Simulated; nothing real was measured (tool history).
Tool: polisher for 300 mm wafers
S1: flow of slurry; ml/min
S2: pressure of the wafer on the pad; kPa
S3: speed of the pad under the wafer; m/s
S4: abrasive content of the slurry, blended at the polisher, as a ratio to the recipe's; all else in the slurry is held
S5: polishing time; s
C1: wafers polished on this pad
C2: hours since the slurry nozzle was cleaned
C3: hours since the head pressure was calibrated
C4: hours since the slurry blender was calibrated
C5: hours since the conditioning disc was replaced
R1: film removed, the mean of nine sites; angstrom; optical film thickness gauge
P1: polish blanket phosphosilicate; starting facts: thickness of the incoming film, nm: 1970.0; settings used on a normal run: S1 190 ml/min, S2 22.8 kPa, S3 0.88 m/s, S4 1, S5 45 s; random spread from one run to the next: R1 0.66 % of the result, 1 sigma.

run,day,S1,S2,S3,S4,S5,C1,C2,C3,C4,C5,R1
1,0.496,190,22.8,0.88,1,45,383,92.9,455.8,205.7,240.7,3929.4
2,0.788,190,22.8,0.88,0.55,45,432,99.9,462.8,212.7,247.7,2886.2
3,1.183,190,15.2,0.88,1,45,499,109.4,472.3,222.2,257.2,2657.9
4,1.779,190,22.8,0.52,1,45,601,123.7,486.6,236.5,271.5,2593.7
5,2.158,190,22.8,0.88,1,45,665,132.8,495.7,245.6,280.6,3961.6
6,2.746,190,22.8,0.88,1,45,765,146.9,509.8,259.7,294.7,3972.3
7,3.167,190,22.8,0.88,1,71,837,157,519.9,269.8,304.8,6210.7
8,3.779,190,22.8,0.88,1,20,941,171.7,534.6,284.5,319.5,1756.6
9,4.396,190,22.8,0.88,1,45,1045,186.5,549.4,299.3,334.3,3929.5
# day 4.825: slurry nozzle cleaned
# day 4.875: worn pad replaced by a new one
10,4.971,190,22.8,0.88,1,45,16,3.5,563.2,313.1,348.1,3966.3
11,5.533,190,22.8,0.88,1.5,45,112,17,576.7,326.6,361.6,4628.3
12,6.179,190,22.8,0.88,0.65,59,222,32.5,592.2,342.1,377.1,4109.7
13,6.742,115,22.8,0.88,1,45,317,46,605.7,355.6,390.6,3635.6
14,7.279,190,22.8,1.24,1,45,409,58.9,618.6,368.5,403.5,5195.6
15,7.708,255,22.8,0.88,1,45,481,69.2,628.9,378.8,413.8,4060.5
16,8.262,190,35.9,0.88,1,45,576,82.5,642.2,392.1,427.1,6171.2
17,8.683,190,22.8,0.88,1,45,647,92.6,652.3,402.2,437.2,3922.8
18,9.088,190,22.8,0.88,1,45,716,102.3,662,411.9,446.9,3885.7
19,9.546,190,22.8,0.88,1,45,794,113.3,673,422.9,457.9,3804.4
20,10.079,190,22.8,0.88,1,45,884,126.1,685.8,435.7,470.7,3672.8
21,10.404,190,22.8,0.88,1,45,940,133.9,693.6,443.5,478.5,3659.2
# day 10.712: worn pad replaced by a new one
# day 10.988: slurry nozzle cleaned
22,11.033,190,22.8,0.88,1,45,55,1.1,708.7,458.6,493.6,3595.4
# day 11.075: conditioning disc replaced and pad reconditioned
23,11.508,190,22.8,0.88,1,45,135,12.5,720.1,470,10.5,3575

The next listed run, before its measurement:
24,11.942,190,22.8,0.88,1,45,209,22.9,730.5,480.4,20.9,?

Run 24 gave R1 3562.6 angstrom.
